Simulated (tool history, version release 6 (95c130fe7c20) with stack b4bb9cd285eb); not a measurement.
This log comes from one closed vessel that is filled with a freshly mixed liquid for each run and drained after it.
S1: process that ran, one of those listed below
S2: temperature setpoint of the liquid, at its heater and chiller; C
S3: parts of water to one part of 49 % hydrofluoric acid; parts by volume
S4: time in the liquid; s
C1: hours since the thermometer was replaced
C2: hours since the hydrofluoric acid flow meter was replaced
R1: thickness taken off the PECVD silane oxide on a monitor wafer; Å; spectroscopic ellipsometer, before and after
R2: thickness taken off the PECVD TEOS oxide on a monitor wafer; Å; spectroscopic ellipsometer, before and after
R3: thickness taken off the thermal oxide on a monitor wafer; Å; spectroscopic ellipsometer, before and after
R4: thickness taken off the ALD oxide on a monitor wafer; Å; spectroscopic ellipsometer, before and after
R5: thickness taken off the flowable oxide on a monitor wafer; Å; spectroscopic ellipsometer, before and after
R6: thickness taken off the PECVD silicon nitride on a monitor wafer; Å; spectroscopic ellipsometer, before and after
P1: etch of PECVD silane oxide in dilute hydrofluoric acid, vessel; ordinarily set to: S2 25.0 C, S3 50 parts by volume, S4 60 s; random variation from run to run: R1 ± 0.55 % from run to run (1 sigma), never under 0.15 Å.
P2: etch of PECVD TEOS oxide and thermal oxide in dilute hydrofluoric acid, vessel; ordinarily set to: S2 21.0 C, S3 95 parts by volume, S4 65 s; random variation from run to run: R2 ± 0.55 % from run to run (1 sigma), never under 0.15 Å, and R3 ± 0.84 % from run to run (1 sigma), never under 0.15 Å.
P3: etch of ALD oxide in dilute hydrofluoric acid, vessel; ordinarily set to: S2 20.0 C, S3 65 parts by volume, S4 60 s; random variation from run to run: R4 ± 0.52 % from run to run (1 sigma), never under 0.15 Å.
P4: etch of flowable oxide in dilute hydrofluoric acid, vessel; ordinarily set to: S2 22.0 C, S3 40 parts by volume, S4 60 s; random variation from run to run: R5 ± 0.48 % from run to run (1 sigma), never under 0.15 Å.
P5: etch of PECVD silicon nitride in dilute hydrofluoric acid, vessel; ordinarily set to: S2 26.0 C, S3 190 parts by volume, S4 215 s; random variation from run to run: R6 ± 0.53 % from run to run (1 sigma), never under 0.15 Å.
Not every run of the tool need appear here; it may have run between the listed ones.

Run 1, hour 11.3: S1 P1, S2 25.0 C, S3 50 parts by volume, S4 60 s; C1 381.9; C2 670.4. Result: R1 215.80 Å.
Run 2, hour 19.7: S1 P1, S2 18.5 C, S3 50 parts by volume, S4 60 s; C1 390.3; C2 678.8. Result: R1 162.43 Å.
Run 3, hour 26.8: S1 P1, S2 25.0 C, S3 80 parts by volume, S4 60 s; C1 397.4; C2 685.9. Result: R1 129.54 Å.
Run 4, hour 33.3: S1 P1, S2 25.0 C, S3 50 parts by volume, S4 60 s; C1 403.9; C2 692.4. Result: R1 213.97 Å.
Run 5, hour 40.1: S1 P2, S2 26.0 C, S3 95 parts by volume, S4 65 s; C1 410.7; C2 699.2. Result: R2 209.910 Å, R3 33.376 Å.
Run 6, hour 46.5: S1 P3, S2 24.0 C, S3 65 parts by volume, S4 60 s; C1 417.1; C2 705.6. Result: R4 233.140 Å.
Run 7, hour 54.6: S1 P1, S2 25.0 C, S3 50 parts by volume, S4 60 s; C1 425.2; C2 713.7. Result: R1 216.58 Å.
Run 8, hour 59.6: S1 P1, S2 32.5 C, S3 50 parts by volume, S4 60 s; C1 430.2; C2 718.7. Result: R1 294.49 Å.
Run 9, hour 64.9: S1 P1, S2 25.0 C, S3 50 parts by volume, S4 60 s; C1 435.5; C2 724.0. Result: R1 217.27 Å.
Run 10, hour 70.8: S1 P1, S2 25.0 C, S3 50 parts by volume, S4 60 s; C1 441.4; C2 729.9. Result: R1 214.52 Å.
Run 11, hour 80.5: S1 P1, S2 25.0 C, S3 50 parts by volume, S4 90 s; C1 451.1; C2 739.6. Result: R1 322.75 Å.
Run 12, hour 91.5: S1 P1, S2 25.0 C, S3 30 parts by volume, S4 60 s; C1 462.1; C2 750.6. Result: R1 371.86 Å.
Run 13, hour 101.4: S1 P4, S2 22.0 C, S3 40 parts by volume, S4 60 s; C1 472.0; C2 760.5. Result: R5 745.73 Å.
Run 14, hour 109.5: S1 P5, S2 26.0 C, S3 190 parts by volume, S4 215 s; C1 480.1; C2 768.6. Result: R6 43.735 Å.
Run 15, hour 115.2: S1 P2, S2 21.0 C, S3 95 parts by volume, S4 65 s; C1 485.8; C2 774.3. Result: R2 169.590 Å, R3 28.007 Å.
Run 16, hour 124.8: S1 P4, S2 22.0 C, S3 40 parts by volume, S4 60 s; C1 495.4; C2 783.9. Result: R5 743.70 Å.
Run 17, hour 136.2: S1 P1, S2 25.0 C, S3 50 parts by volume, S4 60 s; C1 506.8; C2 795.3. Result: R1 214.29 Å.
Run 18, hour 145.6: S1 P3, S2 20.0 C, S3 90 parts by volume, S4 60 s; C1 516.2; C2 804.7. Result: R4 138.560 Å.
Run 19, hour 151.3: S1 P5, S2 21.0 C, S3 190 parts by volume, S4 215 s; C1 521.9; C2 810.4. Result: R6 31.303 Å.
Run 20, hour 161.6: S1 P5, S2 26.0 C, S3 190 parts by volume, S4 430 s; C1 532.2; C2 820.7. Result: R6 86.590 Å.
Run 21, hour 171.4: S1 P4, S2 22.0 C, S3 20 parts by volume, S4 60 s; C1 542.0; C2 830.5. Result: R5 1528.00 Å.
Run 22, hour 180.9: S1 P5, S2 26.0 C, S3 105 parts by volume, S4 215 s; C1 551.5; C2 840.0. Result: R6 77.465 Å.
Run 23, hour 188.6: S1 P2, S2 21.0 C, S3 95 parts by volume, S4 30 s; C1 559.2; C2 847.7. Result: R2 78.912 Å, R3 12.628 Å.
Run 24, hour 194.4: S1 P4, S2 22.0 C, S3 40 parts by volume, S4 30 s; C1 565.0; C2 853.5. Result: R5 371.88 Å.
Run 25, hour 202.9: S1 P2, S2 21.0 C, S3 40 parts by volume, S4 65 s; C1 573.5; C2 862.0. Result: R2 438.300 Å, R3 69.585 Å.
Run 26, hour 208.1: S1 P1, S2 32.0 C, S3 50 parts by volume, S4 30 s; C1 578.7; C2 867.2. Result: R1 142.78 Å.
Run 27, hour 218.7: S1 P3, S2 20.0 C, S3 65 parts by volume, S4 30 s; C1 589.3; C2 877.8. Result: R4 98.275 Å.
Run 28, hour 227.6: S1 P1, S2 25.0 C, S3 50 parts by volume, S4 60 s; C1 598.2; C2 886.7. Result: R1 216.22 Å.
Run 29, hour 234.5: S1 P1, S2 25.0 C, S3 50 parts by volume, S4 30 s; C1 605.1; C2 893.6. Result: R1 108.51 Å.
Run 30, hour 241.6: S1 P3, S2 20.0 C, S3 65 parts by volume, S4 60 s; C1 612.2; C2 900.7. Result: R4 195.660 Å.
Run 31, hour 247.4: S1 P4, S2 17.0 C, S3 40 parts by volume, S4 60 s; C1 618.0; C2 906.5. Result: R5 601.41 Å.
Run 32, hour 252.7: S1 P3, S2 20.0 C, S3 65 parts by volume, S4 60 s; C1 623.3; C2 911.8. Result: R4 197.050 Å.
Run 33, hour 259.6: S1 P1, S2 25.0 C, S3 50 parts by volume, S4 60 s; C1 630.2; C2 918.7. Result: R1 214.97 Å.
Run 34, hour 269.7: S1 P1, S2 25.0 C, S3 50 parts by volume, S4 60 s; C1 640.3; C2 928.8. Result: R1 224.44 Å.
Run 35, hour 279.9: S1 P1, S2 25.0 C, S3 50 parts by volume, S4 60 s; C1 650.5; C2 939.0. Result: R1 232.08 Å.
Run 36, hour 290.5: S1 P1, S2 25.0 C, S3 50 parts by volume, S4 60 s; C1 661.1; C2 949.6. Result: R1 234.37 Å.
Run 37, hour 300.0: S1 P1, S2 25.0 C, S3 50 parts by volume, S4 60 s; C1 670.6; C2 959.1. Result: R1 235.08 Å.
Run 38, hour 307.3: S1 P1, S2 25.0 C, S3 50 parts by volume, S4 60 s; C1 677.9; C2 966.4. Result: R1 234.99 Å.
Run 39, hour 315.3: S1 P1, S2 25.0 C, S3 50 parts by volume, S4 60 s; C1 685.9; C2 974.4. Result: R1 238.28 Å.
Run 40, hour 323.6: S1 P1, S2 25.0 C, S3 50 parts by volume, S4 60 s; C1 694.2; C2 982.7. Result: R1 236.71 Å.

Something has made what P1 gives creep away from where it was; the 2 causes below, each at its own stated size, fit the log equally well:
A: liquid hotter than its thermometer reads (K) = 2.29
B: hydrofluoric acid flow above the setpoint (%) = 9.09
The creep began at about hour 259.6.

Consider the 4 single-wafer check runs listed below, results given as question marks: which one distinguishes between the causes by giving clearly different results for each?
Run check 1, hour 331.9: S1 P4, S2 22.0 C, S3 40 parts by volume, S4 60 s. Result: R5 ?.
Run check 2, hour 331.9: S1 P5, S2 26.0 C, S3 190 parts by volume, S4 215 s. Result: R6 ?.
Run check 3, hour 331.9: S1 P3, S2 20.0 C, S3 65 parts by volume, S4 60 s. Result: R4 ?.
Run check 4, hour 331.9: S1 P2, S2 21.0 C, S3 95 parts by volume, S4 65 s. Result: R2 ?, R3 ?.

Predicted outcomes, by check and by cause:
  check  result     if A     if B
check 1      R5   818.28   814.63
check 2      R6   49.823   47.188
check 3      R4  215.820  215.410
check 4      R2  187.880  188.570
check 4      R3   30.111   30.221
Gap, in per cent, between the two causes that each check separates least, read from the result that separates them most: check 1 0.45 %; check 2 5.43 %; check 3 0.19 %; check 4 0.37 %
Check 2 distinguishes between the causes, while the remaining checks would return nearly the same result for all of them.

Check 2 was then run and gave: R6 49.638 Å. Which cause is it?

The cause is A: liquid hotter than its thermometer reads (K).
